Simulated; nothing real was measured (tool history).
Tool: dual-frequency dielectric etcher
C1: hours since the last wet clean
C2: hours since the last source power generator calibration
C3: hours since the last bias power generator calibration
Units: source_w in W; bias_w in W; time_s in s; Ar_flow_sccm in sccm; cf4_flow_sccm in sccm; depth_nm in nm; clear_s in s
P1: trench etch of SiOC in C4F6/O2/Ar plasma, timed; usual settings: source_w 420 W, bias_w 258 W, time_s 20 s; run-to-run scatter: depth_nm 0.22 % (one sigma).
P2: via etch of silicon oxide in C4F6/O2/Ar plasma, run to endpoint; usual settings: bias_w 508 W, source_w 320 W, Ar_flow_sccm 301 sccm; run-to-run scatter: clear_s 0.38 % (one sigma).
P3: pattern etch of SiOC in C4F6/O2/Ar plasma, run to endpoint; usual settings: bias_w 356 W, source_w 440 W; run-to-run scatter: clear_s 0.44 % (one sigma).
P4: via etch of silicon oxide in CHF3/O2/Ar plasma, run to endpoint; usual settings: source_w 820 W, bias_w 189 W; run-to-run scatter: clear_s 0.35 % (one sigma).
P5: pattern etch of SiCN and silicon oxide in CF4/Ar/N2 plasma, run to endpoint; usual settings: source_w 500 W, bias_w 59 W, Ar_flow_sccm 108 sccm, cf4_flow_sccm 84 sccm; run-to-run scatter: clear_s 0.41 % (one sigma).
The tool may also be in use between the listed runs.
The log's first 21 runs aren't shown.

{"run": 22, "hour": 287.8, "process": "P3", "source_w": 440, "bias_w": 356, "C1": 454.9, "C2": 2650.1, "C3": 1936.3, "clear_s": 18.813}
{"run": 23, "hour": 306.3, "process": "P5", "source_w": 680, "bias_w": 59, "Ar_flow_sccm": 108, "cf4_flow_sccm": 84, "C1": 473.4, "C2": 2668.6, "C3": 1954.8, "clear_s": 7.3393}
{"run": 24, "hour": 315.7, "process": "P5", "source_w": 500, "bias_w": 59, "Ar_flow_sccm": 108, "cf4_flow_sccm": 84, "C1": 482.8, "C2": 2678, "C3": 1964.2, "clear_s": 9.6275}
{"run": 25, "hour": 324.7, "process": "P1", "source_w": 280, "bias_w": 258, "time_s": 20, "C1": 491.8, "C2": 2687, "C3": 1973.2, "depth_nm": 40.439}
{"run": 26, "hour": 341.5, "process": "P1", "source_w": 590, "bias_w": 258, "time_s": 20, "C1": 508.6, "C2": 2703.8, "C3": 1990, "depth_nm": 53.57}
{"run": 27, "hour": 353.5, "process": "P1", "source_w": 270, "bias_w": 303, "time_s": 20, "C1": 520.6, "C2": 2715.8, "C3": 2002, "depth_nm": 42.317}
{"run": 28, "hour": 369.5, "process": "P4", "source_w": 820, "bias_w": 120, "C1": 536.6, "C2": 2731.8, "C3": 2018, "clear_s": 314.68}
{"run": 29, "hour": 383.2, "process": "P1", "source_w": 420, "bias_w": 258, "time_s": 20, "C1": 550.3, "C2": 2745.5, "C3": 2031.7, "depth_nm": 47.122}
{"run": 30, "hour": 399.6, "process": "P1", "source_w": 420, "bias_w": 258, "time_s": 20, "C1": 566.7, "C2": 2761.9, "C3": 2048.1, "depth_nm": 47.095}
{"run": 31, "hour": 410.4, "process": "P4", "source_w": 820, "bias_w": 189, "C1": 577.5, "C2": 2772.7, "C3": 2058.9, "clear_s": 272.74}
{"run": 32, "hour": 418.8, "process": "P5", "source_w": 500, "bias_w": 59, "Ar_flow_sccm": 108, "cf4_flow_sccm": 84, "C1": 585.9, "C2": 2781.1, "C3": 2067.3, "clear_s": 9.6774}
{"run": 33, "hour": 434.8, "process": "P1", "source_w": 420, "bias_w": 258, "time_s": 20, "C1": 601.9, "C2": 2797.1, "C3": 2083.3, "depth_nm": 47.019}
{"run": 34, "hour": 446.3, "process": "P1", "source_w": 420, "bias_w": 258, "time_s": 20, "C1": 613.4, "C2": 2808.6, "C3": 2094.8, "depth_nm": 46.729}
{"run": 35, "hour": 461.8, "process": "P1", "source_w": 420, "bias_w": 258, "time_s": 20, "C1": 628.9, "C2": 2824.1, "C3": 2110.3, "depth_nm": 46.792}
{"run": 36, "hour": 477.4, "process": "P1", "source_w": 420, "bias_w": 258, "time_s": 20, "C1": 644.5, "C2": 2839.7, "C3": 2125.9, "depth_nm": 46.591}
{"run": 37, "hour": 492.9, "process": "P1", "source_w": 420, "bias_w": 258, "time_s": 20, "C1": 660, "C2": 2855.2, "C3": 2141.4, "depth_nm": 46.603}
{"run": 38, "hour": 510.9, "process": "P1", "source_w": 420, "bias_w": 258, "time_s": 20, "C1": 678, "C2": 2873.2, "C3": 2159.4, "depth_nm": 46.422}
{"run": 39, "hour": 528.4, "process": "P1", "source_w": 420, "bias_w": 258, "time_s": 20, "C1": 695.5, "C2": 2890.7, "C3": 2176.9, "depth_nm": 46.453}
{"run": 40, "hour": 541.5, "process": "P1", "source_w": 420, "bias_w": 258, "time_s": 20, "C1": 708.6, "C2": 2903.8, "C3": 2190, "depth_nm": 46.769}
{"run": 41, "hour": 554.5, "process": "P1", "source_w": 420, "bias_w": 258, "time_s": 20, "C1": 721.6, "C2": 2916.8, "C3": 2203, "depth_nm": 46.436}
{"hour": 554.6, "done": "wet clean of the chamber"}
{"run": 42, "hour": 571.5, "process": "P1", "source_w": 420, "bias_w": 258, "time_s": 20, "C1": 16.9, "C2": 2933.8, "C3": 2220, "depth_nm": 46.488}

The next listed run, before its measurement:
{"run": 43, "hour": 587.4, "process": "P1", "source_w": 420, "bias_w": 258, "time_s": 20, "C1": 32.8, "C2": 2949.7, "C3": 2235.9, "depth_nm": "?"}

{"run 43": {"depth_nm": 46.4}}
